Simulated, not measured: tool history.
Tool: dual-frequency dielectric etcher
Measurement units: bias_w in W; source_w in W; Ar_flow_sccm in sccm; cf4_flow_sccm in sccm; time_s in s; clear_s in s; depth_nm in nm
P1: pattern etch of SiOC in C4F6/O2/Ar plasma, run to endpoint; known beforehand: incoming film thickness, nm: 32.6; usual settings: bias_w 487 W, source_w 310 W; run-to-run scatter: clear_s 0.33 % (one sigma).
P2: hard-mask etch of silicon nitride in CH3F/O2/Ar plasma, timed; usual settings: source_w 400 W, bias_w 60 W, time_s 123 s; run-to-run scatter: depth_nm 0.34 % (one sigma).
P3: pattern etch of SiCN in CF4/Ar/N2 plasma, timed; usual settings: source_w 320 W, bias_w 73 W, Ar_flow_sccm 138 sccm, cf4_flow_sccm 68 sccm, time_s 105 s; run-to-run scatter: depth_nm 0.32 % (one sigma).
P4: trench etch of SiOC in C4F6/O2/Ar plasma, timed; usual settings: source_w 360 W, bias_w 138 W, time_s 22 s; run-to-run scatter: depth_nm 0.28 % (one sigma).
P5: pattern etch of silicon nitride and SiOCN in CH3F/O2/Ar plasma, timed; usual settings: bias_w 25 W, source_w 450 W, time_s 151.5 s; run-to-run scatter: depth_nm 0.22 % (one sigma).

run   hour  process  bias_w  source_w  Ar_flow_sccm  cf4_flow_sccm  time_s  hours since the last wet clean  hours since the last bias power generator calibration  hours since the last source power generator calibration  clear_s  depth_nm
  1   17.4       P1     487       310                                                                173.3                                                  268.2                                                    581.6   11.984
  2   34.1       P1     487       310                                                                  190                                                  284.9                                                    598.3   11.967
  3     47       P3      73       320           138             93     105                           202.9                                                  297.8                                                    611.2             66.192
  4   63.1       P1     336       210                                                                  219                                                  313.9                                                    627.3   15.828
  5   80.1       P4     138       360                                   22                             236                                                  330.9                                                    644.3             41.584
  6     97       P1     663       200                                                                252.9                                                  347.8                                                    661.2   12.353
  7  110.1       P5      25       450                                110.5                             266                                                  360.9                                                    674.3             16.322
  8  121.8       P1     487       310                                                                277.7                                                  372.6                                                      686   11.973
  9  135.2       P3      73       320           190             68     105                           291.1                                                    386                                                    699.4             60.534
 10    151       P1     487       310                                                                306.9                                                  401.8                                                    715.2   11.973
 11  163.9       P5      16       450                                151.5                           319.8                                                  414.7                                                    728.1              18.47
 12  174.4       P5      25       450                                151.5                           330.3                                                  425.2                                                    738.6             22.361
 13  184.1       P4     138       510                                   22                             340                                                  434.9                                                    748.3             47.827
 14  196.6       P3      45       320           138             68     105                           352.5                                                  447.4                                                    760.8             53.541
 15  212.4       P2      60       400                                150.5                           368.3                                                  463.2                                                    776.6             99.995
 16  223.6       P2      60       400                                  123                           379.5                                                  474.4                                                    787.8             82.049
 17  235.9       P3      73       390           138             68     105                           391.8                                                  486.7                                                    800.1             75.004
 18  244.2       P3      73       320           138             68     105                           400.1                                                    495                                                    808.4             63.422
 19  261.3       P2      60       240                                  123                           417.2                                                  512.1                                                    825.5             67.467
 20  277.6       P3      73       320           138             68    64.5                           433.5                                                  528.4                                                    841.8             39.037
 21  285.2       P4     138       360                                 32.5                           441.1                                                    536                                                    849.4              61.41
 22  294.4       P4     193       360                                   22                           450.3                                                  545.2                                                    858.6             46.346
 23  304.3       P1     622       260                                                                460.2                                                  555.1                                                    868.5   11.668
 24  316.9       P2      84       400                                  123                           472.8                                                  567.7                                                    881.1              92.16
 25  327.6       P1     487       430                                                                483.5                                                  578.4                                                    891.8   10.612
 26    338       P1     487       310                                                                493.9                                                  588.8                                                    902.2   11.888
 27  348.8       P1     650       310                                                                504.7                                                  599.6                                                      913   10.744
 28  360.4       P1     394       310                                                                516.3                                                  611.2                                                    924.6   12.931
 29  376.3       P1     487       190                                                                532.2                                                  627.1                                                    940.5   14.314
 30  390.3       P5      25       550                                151.5                           546.2                                                  641.1                                                    954.5              24.04
 31  400.2       P1     487       310                                                                556.1                                                    651                                                    964.4   11.933
 32    412       P1     487       310                                                                567.9                                                  662.8                                                    976.2   12.009
 33  425.7       P1     487       310                                                                581.6                                                  676.5                                                    989.9   12.003
 34  435.4       P1     487       310                                                                591.3                                                  686.2                                                    999.6   12.035
     442.8  -- wet clean of the chamber
 35  447.8       P1     487       310                                                                  5.1                                                  698.6                                                     1012   12.118
 36  455.6       P1     487       310                                                                 12.9                                                  706.4                                                   1019.8   12.237
 37  466.1       P1     487       310                                                                 23.4                                                  716.9                                                   1030.3   12.178
 38  476.5       P1     487       310                                                                 33.8                                                  727.3                                                   1040.7   12.133
 39  486.6       P1     487       310                                                                 43.9                                                  737.4                                                   1050.8    12.15

What P1 gives has crept off from where it sat before. The 2 causes that follow fit the log equally well, each at the size noted:
A: source power that arrives under what is set, % = 4.4
B: bias power that arrives under what is set, % = 4.31
The drift started at roughly hour 400.2.
Each remaining cause and why it is not a fit:
chamber walls in a state that lowers the etch rate, %: serviced after onset, at hour 442.8, with no recovery of the prior output

Listed below are the offered check runs, one wafer per run, with question marks in place of results. For which of them would the causes give clearly different outcomes?
check 1  496.7       P3      56       370           138             68     105                                                                                                                                                                  ?
check 2  496.7       P4     138       500                                   22                                                                                                                                                                  ?
check 3  496.7       P2      75       400                                  123                                                                                                                                                                  ?
check 4  496.7       P5      25       550                                125.5                                                                                                                                                                  ?

If the cause were each of the candidates in turn, the checks would give the following:
  check    result    if A    if B
check 1  depth_nm  62.774  64.292
check 2  depth_nm  46.591  46.829
check 3  depth_nm  86.953  87.112
check 4  depth_nm  19.545  19.467
Separation of the two closest causes in each check, using whichever result separates them best: check 1 2.39 %; check 2 0.51 %; check 3 0.18 %; check 4 0.4 %
Check 1 distinguishes between the causes, while the remaining checks would return nearly the same result for all of them.

The results of check 1 are: depth_nm 63.076 nm. Based on these, which of the listed causes is it?

It is A: source power that arrives under what is set, %.
